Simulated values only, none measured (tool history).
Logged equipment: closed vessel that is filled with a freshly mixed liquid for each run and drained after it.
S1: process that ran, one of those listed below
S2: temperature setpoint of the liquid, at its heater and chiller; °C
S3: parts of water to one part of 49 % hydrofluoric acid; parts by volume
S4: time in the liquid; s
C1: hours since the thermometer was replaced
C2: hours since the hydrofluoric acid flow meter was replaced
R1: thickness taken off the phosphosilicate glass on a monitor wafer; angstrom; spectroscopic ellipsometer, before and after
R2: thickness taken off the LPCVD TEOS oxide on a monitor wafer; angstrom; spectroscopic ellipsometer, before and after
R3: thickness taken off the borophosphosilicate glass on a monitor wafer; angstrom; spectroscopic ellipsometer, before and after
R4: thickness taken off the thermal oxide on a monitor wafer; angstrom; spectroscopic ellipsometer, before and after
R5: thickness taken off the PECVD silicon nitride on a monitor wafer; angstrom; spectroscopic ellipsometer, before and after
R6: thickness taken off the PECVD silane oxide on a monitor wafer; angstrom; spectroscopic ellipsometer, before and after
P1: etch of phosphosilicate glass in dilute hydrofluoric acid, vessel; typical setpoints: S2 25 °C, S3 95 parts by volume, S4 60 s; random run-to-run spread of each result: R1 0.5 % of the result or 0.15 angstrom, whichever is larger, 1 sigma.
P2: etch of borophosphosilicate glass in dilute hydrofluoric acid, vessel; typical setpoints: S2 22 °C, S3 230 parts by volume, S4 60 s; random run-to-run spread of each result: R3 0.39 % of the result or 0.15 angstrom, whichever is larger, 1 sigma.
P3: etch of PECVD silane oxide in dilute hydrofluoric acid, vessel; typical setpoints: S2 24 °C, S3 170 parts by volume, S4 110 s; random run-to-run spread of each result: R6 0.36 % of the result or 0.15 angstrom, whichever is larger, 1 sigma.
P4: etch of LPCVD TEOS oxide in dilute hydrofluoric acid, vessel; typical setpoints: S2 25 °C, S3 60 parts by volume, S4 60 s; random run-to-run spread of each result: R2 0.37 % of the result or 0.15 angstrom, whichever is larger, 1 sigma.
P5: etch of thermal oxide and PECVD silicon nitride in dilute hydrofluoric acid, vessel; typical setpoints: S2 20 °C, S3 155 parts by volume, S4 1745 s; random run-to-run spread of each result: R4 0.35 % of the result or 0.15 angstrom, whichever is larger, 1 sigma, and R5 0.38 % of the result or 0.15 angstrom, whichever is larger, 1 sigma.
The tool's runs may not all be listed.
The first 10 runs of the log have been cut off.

Run 11, hour 142.8: S1 P4, S2 25 °C, S3 85 parts by volume, S4 60 s; C1 361.6; C2 841. Result: R2 361.4 angstrom.
Run 12, hour 154: S1 P1, S2 29.5 °C, S3 95 parts by volume, S4 60 s; C1 372.8; C2 852.2. Result: R1 465.1 angstrom.
Run 13, hour 165.7: S1 P1, S2 25 °C, S3 95 parts by volume, S4 60 s; C1 384.5; C2 863.9. Result: R1 388.93 angstrom.
Run 14, hour 181.6: S1 P1, S2 25 °C, S3 95 parts by volume, S4 95 s; C1 400.4; C2 879.8. Result: R1 618.57 angstrom.
Run 15, hour 197.4: S1 P2, S2 22 °C, S3 40 parts by volume, S4 60 s; C1 416.2; C2 895.6. Result: R3 571.67 angstrom.
Run 16, hour 207: S1 P2, S2 29.5 °C, S3 230 parts by volume, S4 60 s; C1 425.8; C2 905.2. Result: R3 104.96 angstrom.
Run 17, hour 215.1: S1 P3, S2 31 °C, S3 170 parts by volume, S4 110 s; C1 433.9; C2 913.3. Result: R6 139.84 angstrom.
Run 18, hour 228.8: S1 P4, S2 25 °C, S3 60 parts by volume, S4 30 s; C1 447.6; C2 927. Result: R2 266.02 angstrom.
Run 19, hour 243.6: S1 P5, S2 20 °C, S3 155 parts by volume, S4 505 s; C1 462.4; C2 941.8. Result: R4 116.88 angstrom, R5 42.485 angstrom.
Run 20, hour 258.5: S1 P1, S2 25 °C, S3 95 parts by volume, S4 60 s; C1 477.3; C2 956.7. Result: R1 386.32 angstrom.
Run 21, hour 266.2: S1 P1, S2 25 °C, S3 95 parts by volume, S4 60 s; C1 485; C2 964.4. Result: R1 389.27 angstrom.
Run 22, hour 281.7: S1 P1, S2 25 °C, S3 95 parts by volume, S4 60 s; C1 500.5; C2 979.9. Result: R1 387.23 angstrom.
Run 23, hour 297: S1 P1, S2 25 °C, S3 145 parts by volume, S4 60 s; C1 515.8; C2 995.2. Result: R1 240.03 angstrom.
Run 24, hour 306.7: S1 P1, S2 32 °C, S3 140 parts by volume, S4 60 s; C1 525.5; C2 1004.9. Result: R1 320.93 angstrom.
Run 25, hour 319.7: S1 P4, S2 18.5 °C, S3 60 parts by volume, S4 60 s; C1 538.5; C2 1017.9. Result: R2 404.7 angstrom.
Run 26, hour 330.2: S1 P3, S2 24 °C, S3 305 parts by volume, S4 110 s; C1 549; C2 1028.4. Result: R6 53.427 angstrom.
Run 27, hour 342.3: S1 P1, S2 25 °C, S3 150 parts by volume, S4 115 s; C1 561.1; C2 1040.5. Result: R1 442.79 angstrom.
Run 28, hour 357.2: S1 P1, S2 25 °C, S3 95 parts by volume, S4 30 s; C1 576; C2 1055.4. Result: R1 195.94 angstrom.
Run 29, hour 372.8: S1 P3, S2 24 °C, S3 170 parts by volume, S4 110 s; C1 591.6; C2 1071. Result: R6 109.68 angstrom.
Run 30, hour 381.9: S1 P5, S2 20 °C, S3 265 parts by volume, S4 1745 s; C1 600.7; C2 1080.1. Result: R4 211.51 angstrom, R5 87.269 angstrom.
Run 31, hour 398.2: S1 P2, S2 22 °C, S3 230 parts by volume, S4 60 s; C1 617; C2 1096.4. Result: R3 79.879 angstrom.
Run 32, hour 409.5: S1 P1, S2 25 °C, S3 95 parts by volume, S4 60 s; C1 628.3; C2 1107.7. Result: R1 390.88 angstrom.
Run 33, hour 418.2: S1 P1, S2 25 °C, S3 95 parts by volume, S4 60 s; C1 637; C2 1116.4. Result: R1 395.03 angstrom.
Run 34, hour 425.5: S1 P1, S2 25 °C, S3 95 parts by volume, S4 60 s; C1 644.3; C2 1123.7. Result: R1 408.44 angstrom.
Run 35, hour 436.9: S1 P1, S2 25 °C, S3 95 parts by volume, S4 60 s; C1 655.7; C2 1135.1. Result: R1 411.28 angstrom.

Forecast run 36:
Run 36, hour 447.4: S1 P1, S2 25 °C, S3 95 parts by volume, S4 60 s; C1 666.2; C2 1145.6. Result: R1 ?.

Run 36 measured R1 413.75 angstrom.
